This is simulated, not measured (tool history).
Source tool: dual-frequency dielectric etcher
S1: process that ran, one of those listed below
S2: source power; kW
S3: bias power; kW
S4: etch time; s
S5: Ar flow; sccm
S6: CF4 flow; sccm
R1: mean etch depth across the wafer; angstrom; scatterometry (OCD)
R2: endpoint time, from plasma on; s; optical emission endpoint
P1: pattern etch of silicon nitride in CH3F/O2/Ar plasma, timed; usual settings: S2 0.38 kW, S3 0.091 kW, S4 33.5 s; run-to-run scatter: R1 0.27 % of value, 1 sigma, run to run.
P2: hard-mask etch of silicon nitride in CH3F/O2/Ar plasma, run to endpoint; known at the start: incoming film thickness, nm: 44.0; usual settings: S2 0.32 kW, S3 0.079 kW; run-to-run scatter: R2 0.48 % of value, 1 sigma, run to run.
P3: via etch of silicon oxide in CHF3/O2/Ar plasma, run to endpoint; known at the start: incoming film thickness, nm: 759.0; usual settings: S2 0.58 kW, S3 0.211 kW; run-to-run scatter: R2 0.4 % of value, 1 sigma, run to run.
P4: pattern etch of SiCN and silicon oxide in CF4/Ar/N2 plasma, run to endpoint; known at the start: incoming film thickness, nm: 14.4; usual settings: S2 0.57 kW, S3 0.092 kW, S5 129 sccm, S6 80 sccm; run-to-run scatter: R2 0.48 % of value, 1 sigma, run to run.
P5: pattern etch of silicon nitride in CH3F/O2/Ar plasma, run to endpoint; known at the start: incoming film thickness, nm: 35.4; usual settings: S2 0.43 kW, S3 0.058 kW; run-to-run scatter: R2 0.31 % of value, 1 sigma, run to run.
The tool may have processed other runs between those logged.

| run | hour | S1 | S2 | S3 | S4 | S5 | S6 | R1 | R2 |
|---|---|---|---|---|---|---|---|---|---|
| 1 | 12.4 | P1 | 0.38 | 0.091 | 33.5 |  |  | 255.39 |  |
| 2 | 22.4 | P4 | 0.57 | 0.092 |  | 161 | 80 |  | 13.356 |
| 3 | 35.7 | P1 | 0.26 | 0.091 | 33.5 |  |  | 222.58 |  |
| 4 | 44 | P2 | 0.44 | 0.079 |  |  |  |  | 60.684 |
|  | 47.2 | wet clean of the chamber |
| 5 | 52 | P1 | 0.38 | 0.091 | 33.5 |  |  | 256.04 |  |
| 6 | 63.6 | P1 | 0.38 | 0.091 | 33.5 |  |  | 254.77 |  |
| 7 | 78.7 | P3 | 0.37 | 0.211 |  |  |  |  | 425.35 |
| 8 | 93 | P1 | 0.52 | 0.07 | 33.5 |  |  | 262.66 |  |
| 9 | 102.9 | P1 | 0.38 | 0.091 | 33.5 |  |  | 255.33 |  |
| 10 | 109.8 | P4 | 0.75 | 0.092 |  | 129 | 80 |  | 10.24 |
| 11 | 116.6 | P2 | 0.32 | 0.098 |  |  |  |  | 63.227 |
| 12 | 132 | P4 | 0.57 | 0.092 |  | 129 | 113 |  | 12.238 |
| 13 | 146.2 | P5 | 0.43 | 0.058 |  |  |  |  | 54.637 |
| 14 | 159.3 | P5 | 0.43 | 0.078 |  |  |  |  | 49.419 |
| 15 | 172.7 | P1 | 0.51 | 0.091 | 33.5 |  |  | 284.41 |  |
| 16 | 180.8 | P1 | 0.38 | 0.091 | 33.5 |  |  | 254.25 |  |
| 17 | 190.1 | P3 | 0.58 | 0.139 |  |  |  |  | 411.95 |
|  | 198.5 | bias power generator calibrated |
| 18 | 205.3 | P2 | 0.32 | 0.079 |  |  |  |  | 68.482 |
| 19 | 216.1 | P4 | 0.57 | 0.119 |  | 129 | 80 |  | 11.938 |
| 20 | 227.4 | P4 | 0.57 | 0.092 |  | 129 | 80 |  | 12.992 |

Estimate the outcome of run 21 from the log above:
| 21 | 235.9 | P2 | 0.32 | 0.079 |  |  |  |  | ? |

{"run 21": {"R2": 67.881}}
